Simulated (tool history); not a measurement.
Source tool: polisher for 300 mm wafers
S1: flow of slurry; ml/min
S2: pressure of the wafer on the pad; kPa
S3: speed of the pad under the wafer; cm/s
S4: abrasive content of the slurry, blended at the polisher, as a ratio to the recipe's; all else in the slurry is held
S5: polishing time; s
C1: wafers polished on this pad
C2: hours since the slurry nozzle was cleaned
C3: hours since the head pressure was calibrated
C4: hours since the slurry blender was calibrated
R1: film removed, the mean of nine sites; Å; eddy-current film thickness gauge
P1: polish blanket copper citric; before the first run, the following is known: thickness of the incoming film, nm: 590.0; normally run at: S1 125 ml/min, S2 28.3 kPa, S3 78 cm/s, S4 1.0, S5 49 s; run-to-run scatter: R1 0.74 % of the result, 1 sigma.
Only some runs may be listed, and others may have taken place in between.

| run | hour | S1 | S2 | S3 | S4 | S5 | C1 | C2 | C3 | C4 | R1 |
|---|---|---|---|---|---|---|---|---|---|---|---|
| 1 | 15.1 | 125 | 28.3 | 78 | 1.0 | 49 | 489 | 438.0 | 385.0 | 267.1 | 1058.40 |
| 2 | 32.3 | 75 | 28.3 | 78 | 1.0 | 49 | 724 | 455.2 | 402.2 | 284.3 | 921.95 |
| 3 | 42.1 | 125 | 28.3 | 78 | 1.0 | 49 | 858 | 465.0 | 412.0 | 294.1 | 1043.90 |
| 4 | 58.0 | 125 | 28.3 | 78 | 1.0 | 24 | 1076 | 480.9 | 427.9 | 310.0 | 515.86 |
| 5 | 67.6 | 125 | 28.3 | 78 | 1.0 | 49 | 1207 | 490.5 | 437.5 | 319.6 | 1050.90 |
| 6 | 84.0 | 125 | 28.3 | 106 | 1.0 | 49 | 1431 | 506.9 | 453.9 | 336.0 | 1416.00 |
| 7 | 93.3 | 125 | 28.3 | 78 | 0.7 | 49 | 1558 | 516.2 | 463.2 | 345.3 | 977.64 |
| 8 | 106.4 | 125 | 28.3 | 78 | 1.3 | 49 | 1738 | 529.3 | 476.3 | 358.4 | 1110.90 |
| 9 | 119.8 | 125 | 28.3 | 78 | 1.0 | 71 | 1921 | 542.7 | 489.7 | 371.8 | 1522.40 |
|  | 124.8 | slurry nozzle cleaned |
| 10 | 130.7 | 125 | 28.3 | 78 | 1.0 | 49 | 2070 | 5.9 | 500.6 | 382.7 | 1041.10 |
| 11 | 143.3 | 125 | 43.4 | 78 | 1.0 | 49 | 2242 | 18.5 | 513.2 | 395.3 | 1615.10 |
| 12 | 156.2 | 125 | 28.3 | 36 | 1.0 | 49 | 2419 | 31.4 | 526.1 | 408.2 | 501.43 |
| 13 | 168.2 | 190 | 28.3 | 78 | 1.0 | 49 | 2583 | 43.4 | 538.1 | 420.2 | 1115.60 |
| 14 | 177.6 | 190 | 28.3 | 78 | 1.2 | 49 | 2711 | 52.8 | 547.5 | 429.6 | 1184.70 |
| 15 | 185.9 | 125 | 22.1 | 78 | 1.4 | 49 | 2825 | 61.1 | 555.8 | 437.9 | 886.54 |
| 16 | 194.2 | 125 | 14.5 | 78 | 1.0 | 49 | 2938 | 69.4 | 564.1 | 446.2 | 555.15 |
| 17 | 205.7 | 125 | 28.3 | 78 | 1.0 | 49 | 3096 | 80.9 | 575.6 | 457.7 | 1048.20 |
| 18 | 216.6 | 125 | 28.3 | 78 | 1.0 | 49 | 3245 | 91.8 | 586.5 | 468.6 | 1047.80 |
| 19 | 231.3 | 125 | 28.3 | 78 | 1.0 | 49 | 3446 | 106.5 | 601.2 | 483.3 | 1018.20 |
| 20 | 239.8 | 125 | 28.3 | 78 | 1.0 | 49 | 3562 | 115.0 | 609.7 | 491.8 | 991.97 |

Forecast run 21:
| 21 | 249.7 | 125 | 28.3 | 78 | 1.0 | 49 | 3697 | 124.9 | 619.6 | 501.7 | ? |

{"run 21": {"R1": 967.1}}

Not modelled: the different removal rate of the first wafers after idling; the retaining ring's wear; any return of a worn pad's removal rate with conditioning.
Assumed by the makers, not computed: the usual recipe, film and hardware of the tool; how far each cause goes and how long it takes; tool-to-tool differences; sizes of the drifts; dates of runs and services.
